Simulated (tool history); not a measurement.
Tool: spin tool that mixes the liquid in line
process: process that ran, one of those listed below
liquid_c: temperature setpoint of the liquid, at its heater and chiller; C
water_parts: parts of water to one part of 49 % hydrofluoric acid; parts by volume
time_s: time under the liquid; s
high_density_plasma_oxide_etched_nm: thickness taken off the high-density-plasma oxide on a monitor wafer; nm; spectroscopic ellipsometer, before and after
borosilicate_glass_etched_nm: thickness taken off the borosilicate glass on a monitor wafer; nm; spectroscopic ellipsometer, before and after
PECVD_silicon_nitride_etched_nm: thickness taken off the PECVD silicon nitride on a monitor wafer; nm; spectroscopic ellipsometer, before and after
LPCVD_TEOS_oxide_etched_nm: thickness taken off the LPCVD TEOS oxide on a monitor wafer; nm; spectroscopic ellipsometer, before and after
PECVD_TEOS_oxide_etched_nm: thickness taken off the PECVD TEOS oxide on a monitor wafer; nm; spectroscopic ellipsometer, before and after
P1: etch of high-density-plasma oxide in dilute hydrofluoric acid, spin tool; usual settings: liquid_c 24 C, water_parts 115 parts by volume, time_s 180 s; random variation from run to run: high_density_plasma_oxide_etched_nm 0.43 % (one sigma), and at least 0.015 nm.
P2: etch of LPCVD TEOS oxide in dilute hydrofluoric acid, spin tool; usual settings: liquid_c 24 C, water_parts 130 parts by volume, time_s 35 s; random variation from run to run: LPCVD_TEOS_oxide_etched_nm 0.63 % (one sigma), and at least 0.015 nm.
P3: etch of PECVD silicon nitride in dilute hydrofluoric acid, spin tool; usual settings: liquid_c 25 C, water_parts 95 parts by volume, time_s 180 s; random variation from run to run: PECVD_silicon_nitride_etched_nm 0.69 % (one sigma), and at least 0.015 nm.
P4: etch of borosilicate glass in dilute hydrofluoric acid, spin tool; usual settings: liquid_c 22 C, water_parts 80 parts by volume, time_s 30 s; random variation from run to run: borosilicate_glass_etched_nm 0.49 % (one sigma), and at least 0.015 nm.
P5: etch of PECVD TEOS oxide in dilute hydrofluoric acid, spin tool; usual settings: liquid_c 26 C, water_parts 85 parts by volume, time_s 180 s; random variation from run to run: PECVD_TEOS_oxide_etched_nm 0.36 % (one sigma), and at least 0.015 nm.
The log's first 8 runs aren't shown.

run,hour,process,liquid_c,water_parts,time_s,hours since the thermometer was replaced,hours since the hydrofluoric acid flow meter was replaced,high_density_plasma_oxide_etched_nm,borosilicate_glass_etched_nm,PECVD_silicon_nitride_etched_nm,LPCVD_TEOS_oxide_etched_nm,PECVD_TEOS_oxide_etched_nm
9,44.5,P3,25,95,180,271.8,260,,,3.37,,
10,51.1,P5,34,85,180,278.4,266.6,,,,,43.33
11,55.6,P4,22,80,30,282.9,271.1,,20.006,,,
# hour 57: thermometer replaced
12,60,P1,24,165,180,3.1,275.5,5.2022,,,,
13,65.9,P4,22,80,30,9,281.4,,19.853,,,
14,69.3,P3,29.5,95,180,12.4,284.8,,,4.5048,,
15,74.1,P1,24,115,180,17.2,289.6,7.921,,,,
16,77.9,P1,24,115,15,21,293.4,0.63488,,,,
17,83.1,P5,26,85,305,26.2,298.6,,,,,54.712
18,89.5,P1,24,115,295,32.6,305,12.917,,,,
19,93.3,P1,18.5,115,55,36.4,308.8,1.9293,,,,
20,98.9,P1,28.5,115,180,42,314.4,9.2879,,,,
21,104.3,P2,19.5,130,35,47.4,319.8,,,,3.639,
22,108.5,P3,25,95,180,51.6,324,,,3.3469,,
23,114.7,P1,24,115,180,57.8,330.2,7.8945,,,,
24,118.8,P2,24,130,35,61.9,334.3,,,,4.4171,
25,124.4,P1,24,20,180,67.5,339.9,51.356,,,,
26,128,P5,26,45,180,71.1,343.5,,,,,63.899
27,133.2,P1,24,115,180,76.3,348.7,7.8442,,,,
28,137.4,P4,22,30,30,80.5,352.9,,56.575,,,
29,142.4,P5,26,85,180,85.5,357.9,,,,,32.012
30,149.1,P2,24,130,35,92.2,364.6,,,,4.3419,

Forecast run 31:
31,155.6,P1,24,200,320,98.7,371.1,?,,,,

{"run 31": {"high_density_plasma_oxide_etched_nm": 7.3062}}
